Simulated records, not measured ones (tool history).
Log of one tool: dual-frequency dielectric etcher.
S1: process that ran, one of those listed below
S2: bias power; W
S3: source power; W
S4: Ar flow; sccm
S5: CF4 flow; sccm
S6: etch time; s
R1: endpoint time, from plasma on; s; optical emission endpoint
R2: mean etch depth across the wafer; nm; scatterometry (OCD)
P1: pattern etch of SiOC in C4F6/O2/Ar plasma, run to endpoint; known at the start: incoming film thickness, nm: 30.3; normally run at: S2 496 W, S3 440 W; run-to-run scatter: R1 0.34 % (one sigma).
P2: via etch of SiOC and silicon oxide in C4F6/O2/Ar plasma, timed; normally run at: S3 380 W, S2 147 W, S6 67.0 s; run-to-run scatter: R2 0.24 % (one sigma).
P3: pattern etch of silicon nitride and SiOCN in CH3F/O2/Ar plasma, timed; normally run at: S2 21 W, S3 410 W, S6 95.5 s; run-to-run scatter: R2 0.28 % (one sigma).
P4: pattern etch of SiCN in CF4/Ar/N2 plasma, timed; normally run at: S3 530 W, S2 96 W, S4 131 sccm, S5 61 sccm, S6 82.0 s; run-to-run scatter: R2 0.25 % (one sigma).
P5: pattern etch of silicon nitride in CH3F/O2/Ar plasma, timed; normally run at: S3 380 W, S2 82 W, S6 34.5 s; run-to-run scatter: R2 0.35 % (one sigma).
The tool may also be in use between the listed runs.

Run 1, hour 5.5: S1 P1, S2 496 W, S3 440 W. Result: R1 9.7097 s.
Run 2, hour 10.0: S1 P1, S2 614 W, S3 440 W. Result: R1 9.0433 s.
Run 3, hour 12.6: S1 P4, S2 70 W, S3 530 W, S4 131 sccm, S5 61 sccm, S6 82.0 s. Result: R2 75.639 nm.
Run 4, hour 15.5: S1 P4, S2 96 W, S3 530 W, S4 131 sccm, S5 61 sccm, S6 82.0 s. Result: R2 85.091 nm.
Run 5, hour 20.8: S1 P4, S2 96 W, S3 530 W, S4 131 sccm, S5 80 sccm, S6 82.0 s. Result: R2 88.883 nm.
Run 6, hour 25.3: S1 P2, S2 147 W, S3 480 W, S6 67.0 s. Result: R2 77.830 nm.
Run 7, hour 30.1: S1 P1, S2 496 W, S3 440 W. Result: R1 9.7423 s.
Run 8, hour 34.7: S1 P3, S2 21 W, S3 410 W, S6 118.0 s. Result: R2 15.061 nm.
Run 9, hour 39.1: S1 P4, S2 96 W, S3 530 W, S4 131 sccm, S5 61 sccm, S6 82.0 s. Result: R2 85.477 nm.
Run 10, hour 41.8: S1 P2, S2 147 W, S3 380 W, S6 67.0 s. Result: R2 70.741 nm.
Run 11, hour 44.6: S1 P2, S2 147 W, S3 380 W, S6 37.0 s. Result: R2 39.206 nm.
Run 12, hour 48.6: S1 P5, S2 82 W, S3 380 W, S6 49.5 s. Result: R2 34.918 nm.
Run 13, hour 52.5: S1 P1, S2 496 W, S3 440 W. Result: R1 9.7529 s.
Run 14, hour 57.2: S1 P1, S2 389 W, S3 440 W. Result: R1 10.6580 s.
Run 15, hour 62.7: S1 P4, S2 96 W, S3 530 W, S4 131 sccm, S5 61 sccm, S6 47.5 s. Result: R2 49.362 nm.
Run 16, hour 68.2: S1 P4, S2 96 W, S3 720 W, S4 131 sccm, S5 61 sccm, S6 82.0 s. Result: R2 111.000 nm.
Run 17, hour 71.1: S1 P1, S2 393 W, S3 610 W. Result: R1 9.3262 s.
Run 18, hour 74.8: S1 P1, S2 415 W, S3 360 W. Result: R1 11.2110 s.
Run 19, hour 80.2: S1 P1, S2 496 W, S3 440 W. Result: R1 9.7470 s.
Run 20, hour 84.2: S1 P4, S2 96 W, S3 530 W, S4 180 sccm, S5 61 sccm, S6 82.0 s. Result: R2 81.276 nm.
Run 21, hour 86.9: S1 P2, S2 90 W, S3 380 W, S6 67.0 s. Result: R2 61.221 nm.
Run 22, hour 91.8: S1 P3, S2 21 W, S3 410 W, S6 95.5 s. Result: R2 12.291 nm.
Run 23, hour 95.1: S1 P3, S2 21 W, S3 490 W, S6 95.5 s. Result: R2 13.058 nm.
Run 24, hour 99.9: S1 P3, S2 21 W, S3 410 W, S6 95.5 s. Result: R2 12.250 nm.
Run 25, hour 102.4: S1 P1, S2 496 W, S3 350 W. Result: R1 10.5920 s.
Run 26, hour 107.5: S1 P5, S2 104 W, S3 380 W, S6 34.5 s. Result: R2 26.347 nm.
Run 27, hour 110.7: S1 P5, S2 82 W, S3 520 W, S6 34.5 s. Result: R2 27.161 nm.
Run 28, hour 116.2: S1 P1, S2 496 W, S3 540 W. Result: R1 9.0555 s.
Run 29, hour 120.5: S1 P3, S2 13 W, S3 410 W, S6 95.5 s. Result: R2 10.074 nm.
Run 30, hour 123.2: S1 P1, S2 496 W, S3 440 W. Result: R1 9.7943 s.
Run 31, hour 126.7: S1 P5, S2 82 W, S3 380 W, S6 34.5 s. Result: R2 24.097 nm.
Run 32, hour 130.0: S1 P5, S2 82 W, S3 380 W, S6 34.5 s. Result: R2 24.255 nm.
Run 33, hour 134.9: S1 P1, S2 496 W, S3 440 W. Result: R1 9.7378 s.
Run 34, hour 140.3: S1 P1, S2 496 W, S3 440 W. Result: R1 9.8182 s.
Run 35, hour 143.9: S1 P1, S2 496 W, S3 440 W. Result: R1 9.8654 s.
At hour 146.7: wet clean of the chamber.
Run 36, hour 148.8: S1 P1, S2 496 W, S3 440 W. Result: R1 9.8301 s.
Run 37, hour 151.8: S1 P1, S2 496 W, S3 440 W. Result: R1 9.8895 s.
Run 38, hour 156.5: S1 P1, S2 496 W, S3 440 W. Result: R1 9.9344 s.
Run 39, hour 162.1: S1 P1, S2 496 W, S3 440 W. Result: R1 9.9082 s.
Run 40, hour 166.4: S1 P1, S2 496 W, S3 440 W. Result: R1 9.9130 s.

What P1 gives has crept away from where it was. These 2 causes fit the log equally well, each at the size given:
A: bias power that arrives under what is set, % = 4.54
B: source power that arrives under what is set, % = 4.55
The creep began at about hour 134.9.
Why every other cause is out:
chamber walls in a state that lowers the etch rate, %: serviced at hour 146.7, which brought nothing back

4 check runs are offered, one wafer each, their results left as question marks. Which one tells the causes apart?
Run check 1, hour 170.7: S1 P3, S2 13 W, S3 410 W, S6 113.0 s. Result: R2 ?.
Run check 2, hour 170.7: S1 P2, S2 117 W, S3 380 W, S6 38.0 s. Result: R2 ?.
Run check 3, hour 170.7: S1 P5, S2 82 W, S3 510 W, S6 46.0 s. Result: R2 ?.
Run check 4, hour 170.7: S1 P4, S2 96 W, S3 530 W, S4 131 sccm, S5 79 sccm, S6 66.5 s. Result: R2 ?.

What each check would give under each cause:
  check  result    if A    if B
check 1      R2  11.674  11.684
check 2      R2  37.001  36.818
check 3      R2  35.510  35.453
check 4      R2  70.580  68.948
How far apart the two closest causes lie, in the result that separates them most: check 1 0.08 %; check 2 0.5 %; check 3 0.16 %; check 4 2.34 %
Check 4 tells the causes apart: in the others they would give nearly the same result.

Then check 4 was run and gave: R2 69.030 nm. Which cause is it?

It is B: source power that arrives under what is set, %.

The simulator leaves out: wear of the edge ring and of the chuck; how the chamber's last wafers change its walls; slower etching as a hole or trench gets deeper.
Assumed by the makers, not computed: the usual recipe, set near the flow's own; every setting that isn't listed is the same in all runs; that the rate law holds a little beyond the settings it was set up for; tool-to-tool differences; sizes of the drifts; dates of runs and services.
